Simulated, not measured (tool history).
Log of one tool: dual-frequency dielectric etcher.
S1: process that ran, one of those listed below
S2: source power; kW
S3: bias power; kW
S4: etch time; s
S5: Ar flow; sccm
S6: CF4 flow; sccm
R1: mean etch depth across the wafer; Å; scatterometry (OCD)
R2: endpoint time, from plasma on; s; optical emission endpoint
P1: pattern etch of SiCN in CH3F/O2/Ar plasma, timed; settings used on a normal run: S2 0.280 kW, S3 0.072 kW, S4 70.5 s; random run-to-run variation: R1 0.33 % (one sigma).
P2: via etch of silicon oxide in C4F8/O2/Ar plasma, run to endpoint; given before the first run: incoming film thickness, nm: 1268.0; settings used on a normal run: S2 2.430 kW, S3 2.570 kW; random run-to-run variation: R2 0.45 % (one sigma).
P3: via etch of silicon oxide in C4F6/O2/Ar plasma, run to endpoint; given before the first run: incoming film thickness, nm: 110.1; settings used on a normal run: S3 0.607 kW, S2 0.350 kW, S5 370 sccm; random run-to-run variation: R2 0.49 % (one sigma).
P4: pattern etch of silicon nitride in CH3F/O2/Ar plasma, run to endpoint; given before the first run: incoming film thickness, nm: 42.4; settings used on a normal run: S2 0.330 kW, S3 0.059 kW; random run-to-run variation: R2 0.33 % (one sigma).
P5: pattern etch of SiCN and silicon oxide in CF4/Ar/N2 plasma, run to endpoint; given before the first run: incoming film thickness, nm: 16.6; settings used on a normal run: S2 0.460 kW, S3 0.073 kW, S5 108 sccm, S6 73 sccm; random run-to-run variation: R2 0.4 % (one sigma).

run     day  S1     S2     S3    S4   S5  S6      R1       R2
  1   0.325  P1  0.280  0.072  70.5           238.45
  2   0.729  P1  0.280  0.072  70.5           237.21
  3   1.038  P1  0.220  0.048  70.5           187.87
  4   1.329  P5  0.580  0.073        108  73           15.132
  5   1.842  P5  0.460  0.073        108  73           18.647
  6   2.333  P4  0.330  0.074                          66.561
  7   2.679  P5  0.460  0.073        108  73           18.641
  8   3.146  P1  0.170  0.072  90.0           252.41
  9   3.521  P1  0.180  0.072  70.5           201.21
 10   3.892  P3  0.350  0.607        370               24.235
 11   4.404  P3  0.220  0.607        370               28.913
 12   4.658  P1  0.280  0.072  70.5           237.41
 13   5.008  P5  0.460  0.092        108  73           17.081
 14   5.342  P1  0.280  0.072  95.5           319.39
 15   5.579  P3  0.350  0.607        291               23.616
 16   5.879  P2  1.430  2.570                         262.860
 17   6.246  P1  0.280  0.072  70.5           237.10
 18   6.496  P1  0.280  0.072  52.5           175.85
 19   6.854  P1  0.280  0.053  70.5           212.69
 20   7.175  P1  0.280  0.072  70.5           236.27
 21   7.542  P2  2.430  2.570                         214.530
 22   8.042  P5  0.460  0.073        108  94           17.862
 23   8.308  P1  0.280  0.086  70.5           253.92
 24   8.550  P4  0.330  0.059                          72.314
 25   8.958  P2  2.430  3.599                         191.630
 26   9.279  P1  0.280  0.072  70.5           237.32
 27   9.571  P2  2.430  2.570                         212.740
 28   9.838  P4  0.460  0.059                          63.138
 29  10.146  P3  0.350  0.462        370               26.980
 30  10.567  P5  0.460  0.073         85  73           17.967
 31  10.938  P1  0.380  0.072  70.5           265.54
 32  11.300  P1  0.280  0.072  70.5           236.80
 33  11.704  P1  0.280  0.072  70.5           237.22
 34  12.167  P1  0.280  0.072  70.5           236.67
 35  12.688  P1  0.280  0.072  70.5           234.90
 36  13.054  P1  0.280  0.072  70.5           233.94
 37  13.471  P1  0.280  0.072  70.5           233.41
     13.717  -- wet clean of the chamber
 38  13.729  P1  0.280  0.072  70.5           233.79

Run 39 has not been measured yet. What should we expect?
 39  14.242  P1  0.280  0.072  70.5           ?

Run 39 measured R1 233.94 Å.

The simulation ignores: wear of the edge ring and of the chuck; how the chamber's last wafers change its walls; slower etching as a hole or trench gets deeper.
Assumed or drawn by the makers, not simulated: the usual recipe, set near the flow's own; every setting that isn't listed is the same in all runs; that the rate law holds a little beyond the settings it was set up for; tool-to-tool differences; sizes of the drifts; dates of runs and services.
